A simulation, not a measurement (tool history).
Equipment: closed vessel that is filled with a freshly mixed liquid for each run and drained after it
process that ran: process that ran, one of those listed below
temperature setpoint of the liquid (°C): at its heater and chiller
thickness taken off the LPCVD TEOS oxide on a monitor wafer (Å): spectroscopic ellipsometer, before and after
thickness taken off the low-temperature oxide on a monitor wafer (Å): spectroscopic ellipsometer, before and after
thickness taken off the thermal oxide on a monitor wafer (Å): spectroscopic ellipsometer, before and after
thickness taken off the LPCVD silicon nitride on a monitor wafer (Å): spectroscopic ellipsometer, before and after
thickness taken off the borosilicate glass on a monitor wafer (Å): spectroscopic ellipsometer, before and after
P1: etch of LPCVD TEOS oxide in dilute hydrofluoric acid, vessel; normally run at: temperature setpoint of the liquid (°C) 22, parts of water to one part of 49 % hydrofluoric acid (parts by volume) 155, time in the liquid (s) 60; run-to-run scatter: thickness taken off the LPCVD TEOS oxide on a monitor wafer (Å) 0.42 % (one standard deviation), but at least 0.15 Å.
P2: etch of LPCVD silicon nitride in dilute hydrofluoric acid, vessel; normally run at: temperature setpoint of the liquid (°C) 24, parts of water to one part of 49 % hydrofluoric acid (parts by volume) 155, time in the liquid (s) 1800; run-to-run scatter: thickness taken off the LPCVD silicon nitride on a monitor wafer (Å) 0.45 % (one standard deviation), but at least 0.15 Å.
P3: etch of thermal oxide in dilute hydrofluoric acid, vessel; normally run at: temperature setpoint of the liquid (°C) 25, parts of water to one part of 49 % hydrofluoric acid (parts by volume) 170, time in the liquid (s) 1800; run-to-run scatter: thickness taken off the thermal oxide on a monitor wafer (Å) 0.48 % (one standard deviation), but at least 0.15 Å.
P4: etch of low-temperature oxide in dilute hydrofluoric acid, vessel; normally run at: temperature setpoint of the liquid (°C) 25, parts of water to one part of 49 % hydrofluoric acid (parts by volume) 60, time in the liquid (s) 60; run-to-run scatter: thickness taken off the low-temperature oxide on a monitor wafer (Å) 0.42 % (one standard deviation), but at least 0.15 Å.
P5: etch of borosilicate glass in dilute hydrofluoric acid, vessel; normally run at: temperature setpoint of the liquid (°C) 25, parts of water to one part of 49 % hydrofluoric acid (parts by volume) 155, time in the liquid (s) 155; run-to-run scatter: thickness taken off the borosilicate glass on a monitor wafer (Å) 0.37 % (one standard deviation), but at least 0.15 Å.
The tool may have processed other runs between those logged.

run,day,process that ran,temperature setpoint of the liquid (°C),parts of water to one part of 49 % hydrofluoric acid (parts by volume),time in the liquid (s),hours since the thermometer was replaced,hours since the hydrofluoric acid flow meter was replaced,thickness taken off the LPCVD TEOS oxide on a monitor wafer (Å),thickness taken off the low-temperature oxide on a monitor wafer (Å),thickness taken off the thermal oxide on a monitor wafer (Å),thickness taken off the LPCVD silicon nitride on a monitor wafer (Å),thickness taken off the borosilicate glass on a monitor wafer (Å)
1,0.633,P1,22,155,60,521.7,372,94.544,,,,
2,1.125,P4,25,60,60,533.5,383.8,,397.63,,,
3,1.588,P3,25,305,1800,544.6,394.9,,,231.37,,
4,2.283,P2,24,155,2720,561.3,411.6,,,,80.481,
5,2.992,P5,25,155,155,578.3,428.6,,,,,197.31
6,3.517,P4,25,60,90,590.9,441.2,,592.79,,,
7,4.138,P3,25,170,545,605.8,456.1,,,142.57,,
8,4.688,P2,24,155,1800,619,469.3,,,,53.01,
9,5.071,P1,22,155,60,628.2,478.5,94.328,,,,
10,5.467,P1,22,35,95,637.7,488,753.96,,,,
11,5.9,P1,18,155,60,648.1,498.4,79.656,,,,
12,6.312,P1,22,155,95,658,508.3,147.79,,,,
13,6.779,P1,22,255,100,669.2,519.5,85.382,,,,
14,7.479,P1,22,265,60,686,536.3,49.049,,,,
15,8.046,P5,29.5,155,155,699.6,549.9,,,,,232.8
16,8.621,P1,22,155,60,713.4,563.7,93.23,,,,
17,9.283,P3,25,170,1800,729.3,579.6,,,474.64,,
18,9.683,P5,25,285,155,738.9,589.2,,,,,93.723
19,10.042,P2,24,155,1800,747.5,597.8,,,,53.565,
20,10.521,P1,22,155,60,759,609.3,93.82,,,,
21,10.954,P2,28.5,155,1800,769.4,619.7,,,,70.591,
22,11.55,P3,29,170,1800,783.7,634,,,549.09,,
23,12.196,P1,22,155,30,799.2,649.5,46.839,,,,
24,12.525,P4,25,25,60,807.1,657.4,,1007,,,
25,12.983,P1,22,155,60,818.1,668.4,93.281,,,,
26,13.571,P4,30.5,60,60,832.2,682.5,,496.64,,,
27,14.221,P4,25,60,60,847.8,698.1,,402.52,,,
28,14.633,P1,28.5,155,60,857.7,708,118.83,,,,
29,15.025,P2,24,55,1800,867.1,717.4,,,,146.1,
30,15.496,P5,25,155,30,878.4,728.7,,,,,38.111
31,16.079,P1,22,155,60,892.4,742.7,93.865,,,,
32,16.479,P1,22,25,60,902,752.3,674.9,,,,
33,16.829,P1,22,155,60,910.4,760.7,93.575,,,,
34,17.533,P1,22,155,60,927.3,777.6,92.864,,,,
35,18.125,P1,22,155,60,941.5,791.8,91.017,,,,
36,18.617,P1,22,155,60,953.3,803.6,89.846,,,,
37,18.954,P1,22,155,60,961.4,811.7,90.318,,,,
38,19.667,P1,22,155,60,978.5,828.8,88.244,,,,
39,20.275,P1,22,155,60,993.1,843.4,87.843,,,,
40,20.817,P1,22,155,60,1006.1,856.4,88.943,,,,
41,21.329,P1,22,155,60,1018.4,868.7,88.494,,,,
42,21.929,P1,22,155,60,1032.8,883.1,88.193,,,,

For run 43, what comes out?
43,22.546,P1,22,155,60,1047.6,897.9,?,,,,

Run 43 gave thickness taken off the LPCVD TEOS oxide on a monitor wafer (Å) 87.703.

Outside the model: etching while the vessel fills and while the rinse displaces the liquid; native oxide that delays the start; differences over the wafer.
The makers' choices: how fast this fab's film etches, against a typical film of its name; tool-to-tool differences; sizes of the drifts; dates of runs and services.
